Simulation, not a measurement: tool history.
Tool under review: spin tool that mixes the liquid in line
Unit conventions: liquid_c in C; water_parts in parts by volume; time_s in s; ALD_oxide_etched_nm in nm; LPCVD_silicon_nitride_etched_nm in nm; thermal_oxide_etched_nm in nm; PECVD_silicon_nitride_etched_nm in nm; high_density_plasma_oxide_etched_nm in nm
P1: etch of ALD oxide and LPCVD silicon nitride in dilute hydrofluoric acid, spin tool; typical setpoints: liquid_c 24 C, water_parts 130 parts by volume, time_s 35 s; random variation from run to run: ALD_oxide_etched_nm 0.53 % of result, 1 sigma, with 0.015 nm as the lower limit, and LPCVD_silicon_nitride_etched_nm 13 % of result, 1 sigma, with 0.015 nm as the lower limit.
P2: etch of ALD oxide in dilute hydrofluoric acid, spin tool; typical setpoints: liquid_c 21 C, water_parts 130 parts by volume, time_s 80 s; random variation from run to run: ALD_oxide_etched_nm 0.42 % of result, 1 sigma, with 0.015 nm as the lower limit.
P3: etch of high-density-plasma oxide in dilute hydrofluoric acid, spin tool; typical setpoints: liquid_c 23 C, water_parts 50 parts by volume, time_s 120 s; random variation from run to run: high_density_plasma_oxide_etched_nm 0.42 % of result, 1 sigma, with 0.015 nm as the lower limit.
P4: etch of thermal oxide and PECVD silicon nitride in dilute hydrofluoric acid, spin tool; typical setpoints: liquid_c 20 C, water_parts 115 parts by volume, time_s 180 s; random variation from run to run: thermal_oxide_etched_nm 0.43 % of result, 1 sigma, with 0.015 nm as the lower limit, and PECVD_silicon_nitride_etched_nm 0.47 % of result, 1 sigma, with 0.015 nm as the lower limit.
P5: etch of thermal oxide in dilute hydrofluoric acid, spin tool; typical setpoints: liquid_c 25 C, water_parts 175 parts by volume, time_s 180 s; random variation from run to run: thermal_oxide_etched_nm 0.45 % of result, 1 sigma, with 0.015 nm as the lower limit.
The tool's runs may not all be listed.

run	hour	process	liquid_c	water_parts	time_s	ALD_oxide_etched_nm	LPCVD_silicon_nitride_etched_nm	thermal_oxide_etched_nm	PECVD_silicon_nitride_etched_nm	high_density_plasma_oxide_etched_nm
1	8.7	P1	24	130	35	5.3406	0.19643			
2	17.2	P1	31	130	35	6.8839	0.22228			
3	22.6	P1	19	130	35	4.4024	0.08837			
4	30.3	P1	19	195	35	2.7786	0.098762			
5	37.3	P1	24	130	35	5.4077	0.12818			
6	46.1	P1	24	130	35	5.3562	0.13043			
7	50.6	P2	21	130	80	5.1522				
8	58.2	P4	20	115	180			6.1295	6.617	
9	63	P5	31.5	175	180			5.6325		
10	68.9	P2	21	130	35	2.2585				
11	72.8	P3	28	50	120					15.781
12	78.6	P2	17	130	80	4.3265				
13	82.8	P2	21	70	80	10.24				
# hour 85.2: hydrofluoric acid flow meter replaced
14	87.5	P1	24	130	55	8.4215	0.29091			
15	94.5	P3	23	50	120					12.895
16	101.7	P4	20	180	180			3.6566	4.3035	
17	105.9	P1	24	130	15	2.3407	0.048441			
18	111	P1	24	200	35	3.2438	0.086374			
19	117.3	P3	23	50	60					6.4111
20	122.2	P1	24	130	35	5.3798	0.16046			
21	130.8	P5	25	175	180			4.4209		
22	136.2	P3	23	75	120					8.3158
23	143.4	P1	24	65	35	11.569	0.37168			
24	152.2	P5	25	320	180			2.0971		
25	158	P4	20	115	70			2.3976	2.5465	
26	162.4	P1	24	130	35	5.3076	0.12855			
27	169.5	P1	24	130	35	5.3291	0.12487			
28	175.7	P4	26.5	115	180			7.9634	10.194	
29	180.2	P5	25	175	25			0.62667		
30	187.3	P1	24	130	35	5.3707	0.1538			
31	192.4	P1	24	130	35	5.466	0.18858			
32	198.2	P1	24	130	35	5.5325	0.081572			
33	202.2	P1	24	130	35	5.6155	0.14433			
34	207.4	P1	24	130	35	5.6365	0.15983			
35	214.2	P1	24	130	35	5.7095	0.15766			
36	220.1	P1	24	130	35	5.7226	0.15388			
37	225.1	P1	24	130	35	5.7059	0.14223			
38	233.5	P1	24	130	35	5.6896	0.18449			
39	237.8	P1	24	130	35	5.7421	0.15907			
40	246.3	P1	24	130	35	5.7009	0.1375			

The output of P1 has drifted from where it used to be. Each of the 2 causes below, taken at the size shown beside it, accounts for the log equally well:
A: liquid hotter than its thermometer reads (K) = 1.73
B: hydrofluoric acid flow above the setpoint (%) = 5.95
Creep in the process output first set in at about hour 187.3.

Each of the 4 check runs below uses one wafer; its results are left as question marks. Which run tells the causes apart?
check 1	254.8	P4	23.5	175	180			?	?	
check 2	254.8	P5	25	240	30			?		
check 3	254.8	P3	23	70	120					?
check 4	254.8	P2	17	130	80	?				

How each check would come out, cause by cause:
check	result	if A	if B
check 1	thermal_oxide_etched_nm	4.6124	4.6303
check 1	PECVD_silicon_nitride_etched_nm	6.1675	5.8489
check 2	thermal_oxide_etched_nm	0.53548	0.54147
check 3	high_density_plasma_oxide_etched_nm	9.6328	9.5614
check 4	ALD_oxide_etched_nm	4.6966	4.6683
How far apart the two closest causes lie, in the result that separates them most: check 1 5.3 %; check 2 1.11 %; check 3 0.74 %; check 4 0.6 %
The causes can be told apart only by check 1. The other checks would give nearly the same results under each of them.

Check 1 has now been run. It gave: thermal_oxide_etched_nm 4.6173 nm; PECVD_silicon_nitride_etched_nm 6.1509 nm. Which of the candidate causes is it?

The correct cause is A, namely: liquid hotter than its thermometer reads (K).

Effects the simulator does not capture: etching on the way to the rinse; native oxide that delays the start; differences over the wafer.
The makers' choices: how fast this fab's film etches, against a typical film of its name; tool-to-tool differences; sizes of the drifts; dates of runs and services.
